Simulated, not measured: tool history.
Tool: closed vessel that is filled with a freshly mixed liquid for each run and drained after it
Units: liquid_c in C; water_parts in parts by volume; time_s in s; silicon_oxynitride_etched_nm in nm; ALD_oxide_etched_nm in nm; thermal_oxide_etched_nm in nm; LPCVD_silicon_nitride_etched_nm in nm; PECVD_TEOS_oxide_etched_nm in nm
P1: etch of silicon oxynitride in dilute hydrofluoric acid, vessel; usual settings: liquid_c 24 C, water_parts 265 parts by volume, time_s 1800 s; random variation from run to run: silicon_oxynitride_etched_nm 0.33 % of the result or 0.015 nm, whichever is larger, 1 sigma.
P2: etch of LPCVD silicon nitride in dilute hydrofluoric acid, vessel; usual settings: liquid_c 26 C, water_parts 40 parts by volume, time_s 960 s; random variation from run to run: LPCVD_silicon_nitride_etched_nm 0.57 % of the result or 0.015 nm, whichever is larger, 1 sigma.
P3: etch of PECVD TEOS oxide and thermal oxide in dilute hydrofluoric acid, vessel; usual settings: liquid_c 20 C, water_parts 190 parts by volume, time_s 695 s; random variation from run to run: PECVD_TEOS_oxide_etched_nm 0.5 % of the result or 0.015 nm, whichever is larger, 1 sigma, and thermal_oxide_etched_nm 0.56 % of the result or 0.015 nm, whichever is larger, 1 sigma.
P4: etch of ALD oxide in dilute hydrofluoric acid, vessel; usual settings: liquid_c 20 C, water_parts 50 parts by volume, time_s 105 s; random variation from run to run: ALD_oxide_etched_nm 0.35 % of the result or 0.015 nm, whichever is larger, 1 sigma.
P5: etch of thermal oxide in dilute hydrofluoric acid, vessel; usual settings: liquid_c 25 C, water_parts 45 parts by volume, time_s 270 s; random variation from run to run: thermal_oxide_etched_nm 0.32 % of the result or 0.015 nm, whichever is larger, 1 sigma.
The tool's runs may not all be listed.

run,day,process,liquid_c,water_parts,time_s,silicon_oxynitride_etched_nm,ALD_oxide_etched_nm,thermal_oxide_etched_nm,LPCVD_silicon_nitride_etched_nm,PECVD_TEOS_oxide_etched_nm
1,0.121,P1,24,265,1800,17.285,,,,
2,0.279,P4,20,50,195,,77.777,,,
3,0.492,P5,17,45,270,,,23.116,,
4,0.75,P1,29.5,265,1800,21.889,,,,
5,0.958,P2,26,40,155,,,,2.2956,
6,1.179,P2,20.5,40,960,,,,9.7456,
7,1.317,P1,24,425,345,1.8698,,,,
8,1.579,P1,24,265,660,6.4015,,,,
9,1.792,P1,24,465,1800,8.7065,,,,
10,2,P1,24,105,855,23.446,,,,
11,2.171,P3,25.5,190,695,,,17.143,,53.077
12,2.383,P1,32,350,1800,17.097,,,,
13,2.579,P1,17,265,1800,12.626,,,,
14,2.821,P5,25,20,270,,,75.388,,
15,3.042,P4,17,50,105,,37.159,,,
16,3.208,P1,24,265,1800,17.355,,,,
17,3.408,P3,20,190,1040,,,20.803,,64.404
18,3.6,P3,20,190,695,,,13.902,,42.94
19,3.8,P4,20,50,105,,41.796,,,
20,4.012,P1,24,265,1800,17.466,,,,
21,4.125,P3,20,65,695,,,46.373,,142.95
22,4.262,P1,24,265,1800,17.211,,,,
23,4.404,P1,24,265,1800,17.422,,,,
24,4.562,P1,24,265,1800,17.394,,,,
25,4.8,P2,26,40,960,,,,14.062,
26,4.983,P5,25,45,270,,,32.498,,
27,5.146,P1,24,170,1800,28.996,,,,
28,5.4,P4,20,80,105,,25.341,,,
29,5.579,P2,26,60,960,,,,9.3906,
30,5.742,P1,24,265,2630,25.271,,,,
31,5.925,P5,25,45,470,,,56.676,,
32,6.117,P1,24,265,1800,17.33,,,,
33,6.262,P1,24,265,1800,16.956,,,,
34,6.479,P1,24,265,1800,16.579,,,,
35,6.629,P1,24,265,1800,16.478,,,,
36,6.75,P1,24,265,1800,16.395,,,,
37,6.933,P1,24,265,1800,16.342,,,,
38,7.054,P1,24,265,1800,16.429,,,,
39,7.238,P1,24,265,1800,16.27,,,,
40,7.446,P1,24,265,1800,16.263,,,,

What P1 gives has crept away from where it was. These 2 causes fit the log equally well, each at the size given:
A: liquid colder than its thermometer reads (K) = 1.47
B: hydrofluoric acid flow below the setpoint (%) = 5.22
The creep began at about day 6.117.

4 check runs are offered, one wafer each, their results left as question marks. Which one tells the causes apart?
check 1,7.654,P2,26,40,960,,,,?,
check 2,7.654,P4,20,50,105,,?,,,
check 3,7.654,P3,20,190,695,,,?,,?
check 4,7.654,P5,25,45,270,,,?,,

What each check would give under each cause:
check,result,if A,if B
check 1,LPCVD_silicon_nitride_etched_nm,12.764,13.37
check 2,ALD_oxide_etched_nm,39.498,39.734
check 3,thermal_oxide_etched_nm,13.102,13.019
check 3,PECVD_TEOS_oxide_etched_nm,40.479,40.222
check 4,thermal_oxide_etched_nm,30.6,30.71
How far apart the two closest causes lie, in the result that separates them most: check 1 4.64 %; check 2 0.6 %; check 3 0.64 %; check 4 0.36 %
Only check 1 tells the causes apart: in the others they would give nearly the same result.

Then check 1 was run and gave: LPCVD_silicon_nitride_etched_nm 12.754 nm. Which cause is it?

It is A: liquid colder than its thermometer reads (K).
